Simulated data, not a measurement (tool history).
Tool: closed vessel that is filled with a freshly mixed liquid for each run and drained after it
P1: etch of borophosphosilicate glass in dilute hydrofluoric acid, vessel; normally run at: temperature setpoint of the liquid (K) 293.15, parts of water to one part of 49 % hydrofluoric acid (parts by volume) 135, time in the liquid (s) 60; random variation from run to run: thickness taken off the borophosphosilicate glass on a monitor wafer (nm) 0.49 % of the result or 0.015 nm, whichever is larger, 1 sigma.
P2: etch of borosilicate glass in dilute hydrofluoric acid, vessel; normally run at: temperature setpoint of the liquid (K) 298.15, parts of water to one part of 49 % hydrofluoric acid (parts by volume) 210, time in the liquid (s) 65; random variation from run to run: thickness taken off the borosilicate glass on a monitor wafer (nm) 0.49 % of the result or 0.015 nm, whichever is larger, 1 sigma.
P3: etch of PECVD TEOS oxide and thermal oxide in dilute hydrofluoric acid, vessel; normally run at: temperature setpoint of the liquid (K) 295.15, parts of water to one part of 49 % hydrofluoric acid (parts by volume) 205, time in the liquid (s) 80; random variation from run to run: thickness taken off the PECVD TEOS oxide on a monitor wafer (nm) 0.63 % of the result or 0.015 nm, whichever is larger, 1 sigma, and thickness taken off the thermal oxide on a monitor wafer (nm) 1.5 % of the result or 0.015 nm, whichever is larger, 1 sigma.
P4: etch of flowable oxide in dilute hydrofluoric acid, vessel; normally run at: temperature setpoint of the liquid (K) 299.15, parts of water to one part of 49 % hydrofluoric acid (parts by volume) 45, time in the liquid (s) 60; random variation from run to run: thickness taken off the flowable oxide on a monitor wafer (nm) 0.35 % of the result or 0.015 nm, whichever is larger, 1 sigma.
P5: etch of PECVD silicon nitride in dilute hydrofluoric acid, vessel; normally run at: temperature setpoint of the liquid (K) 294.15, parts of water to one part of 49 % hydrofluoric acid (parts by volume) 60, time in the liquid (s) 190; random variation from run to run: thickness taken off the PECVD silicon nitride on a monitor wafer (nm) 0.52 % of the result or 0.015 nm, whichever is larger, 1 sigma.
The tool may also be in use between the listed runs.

run     day  process that ran  temperature setpoint of the liquid (K)  parts of water to one part of 49 % hydrofluoric acid (parts by volume)  time in the liquid (s)  hours since the thermometer was replaced  hours since the hydrofluoric acid flow meter was replaced  thickness taken off the borophosphosilicate glass on a monitor wafer (nm)  thickness taken off the PECVD TEOS oxide on a monitor wafer (nm)  thickness taken off the thermal oxide on a monitor wafer (nm)  thickness taken off the flowable oxide on a monitor wafer (nm)  thickness taken off the PECVD silicon nitride on a monitor wafer (nm)  thickness taken off the borosilicate glass on a monitor wafer (nm)
  1   0.675                P1                                  293.15                                                                     135                      60                                     935.6                                                      866.8                                                                    15.2260
  2   1.062                P1                                  293.15                                                                     135                      60                                     944.9                                                      876.1                                                                    15.4430
  3   1.562                P1                                  293.15                                                                     135                      30                                     956.9                                                      888.1                                                                     7.6497
  4   2.150                P3                                  291.15                                                                     205                      80                                     971.0                                                      902.2                                                                                                                                       4.0451                                                        1.37580
  5   2.533                P4                                  307.15                                                                      45                      60                                     980.2                                                      911.4                                                                                                                                                                                                                                                                      79.972
  6   3.121                P1                                  290.15                                                                     215                      60                                     994.3                                                      925.5                                                                     7.9558
  7   3.783                P1                                  290.15                                                                     135                      60                                    1010.2                                                      941.4                                                                    13.5530
  8   4.167                P3                                  295.15                                                                      45                      80                                    1019.4                                                      950.6                                                                                                                                      26.2280                                                        8.42000
  9   4.883                P3                                  295.15                                                                     205                      30                                    1036.6                                                      967.8                                                                                                                                       1.8098                                                        0.55702
      5.000  -- hydrofluoric acid flow meter replaced
 10   5.212                P1                                  293.15                                                                     135                     100                                    1044.5                                                        5.1                                                                    25.4380
 11   5.708                P1                                  293.15                                                                     215                      60                                    1056.4                                                       17.0                                                                     8.8985
 12   6.279                P1                                  293.15                                                                     135                      60                                    1070.1                                                       30.7                                                                    15.3140
 13   6.658                P5                                  294.15                                                                      30                     190                                    1079.2                                                       39.8                                                                                                                                                                                                                                                                                                                                             8.9439
 14   7.196                P1                                  293.15                                                                     135                      60                                    1092.1                                                       52.7                                                                    15.4780
 15   7.604                P1                                  293.15                                                                      80                      60                                    1101.9                                                       62.5                                                                    27.6680
 16   7.975                P2                                  298.15                                                                     210                     115                                    1110.8                                                       71.4                                                                                                                                                                                                                                                                                                                                                                                                                12.4150
 17   8.350                P2                                  298.15                                                                     210                      65                                    1119.8                                                       80.4                                                                                                                                                                                                                                                                                                                                                                                                                 7.0486
 18   8.817                P2                                  298.15                                                                     380                      65                                    1131.0                                                       91.6                                                                                                                                                                                                                                                                                                                                                                                                                 3.2622
 19   9.292                P3                                  295.15                                                                     205                      80                                    1142.4                                                      103.0                                                                                                                                       4.7271                                                        1.61070
 20   9.712                P4                                  299.15                                                                      45                      60                                    1152.5                                                      113.1                                                                                                                                                                                                                                                                      58.367
 21  10.312                P5                                  294.15                                                                      60                     190                                    1166.9                                                      127.5                                                                                                                                                                                                                                                                                                                                             4.5463
 22  10.942                P2                                  304.65                                                                     210                      65                                    1182.0                                                      142.6                                                                                                                                                                                                                                                                                                                                                                                                                 8.8816
 23  11.308                P1                                  300.15                                                                     230                      60                                    1190.8                                                      151.4                                                                    10.5410
 24  11.846                P4                                  299.15                                                                      45                      60                                    1203.7                                                      164.3                                                                                                                                                                                                                                                                      58.575
 25  12.442                P5                                  290.15                                                                      60                     190                                    1218.0                                                      178.6                                                                                                                                                                                                                                                                                                                                             3.4954
 26  12.946                P4                                  299.15                                                                      45                      30                                    1230.1                                                      190.7                                                                                                                                                                                                                                                                      29.122
 27  13.467                P1                                  293.15                                                                     135                      60                                    1242.6                                                      203.2                                                                    15.3400
 28  13.842                P4                                  299.15                                                                      65                      60                                    1251.6                                                      212.2                                                                                                                                                                                                                                                                      39.337
 29  14.350                P5                                  294.15                                                                      60                      90                                    1263.8                                                      224.4                                                                                                                                                                                                                                                                                                                                             2.1935
 30  14.812                P1                                  293.15                                                                     135                      60                                    1274.9                                                      235.5                                                                    15.2720
 31  15.267                P1                                  301.15                                                                     135                      60                                    1285.8                                                      246.4                                                                    20.6870
 32  15.683                P1                                  293.15                                                                     135                      60                                    1295.8                                                      256.4                                                                    15.1650
 33  16.325                P1                                  293.15                                                                     190                      30                                    1311.2                                                      271.8                                                                     5.1316
 34  16.654                P1                                  293.15                                                                     135                      60                                    1319.1                                                      279.7                                                                    15.4730
 35  17.012                P1                                  293.15                                                                     135                      60                                    1327.7                                                      288.3                                                                    15.0770

The next listed run, before its measurement:
 36  17.658                P1                                  293.15                                                                     135                      60                                    1343.2                                                      303.8                                                                          ?

{"run 36": {"thickness taken off the borophosphosilicate glass on a monitor wafer (nm)": 14.602}}
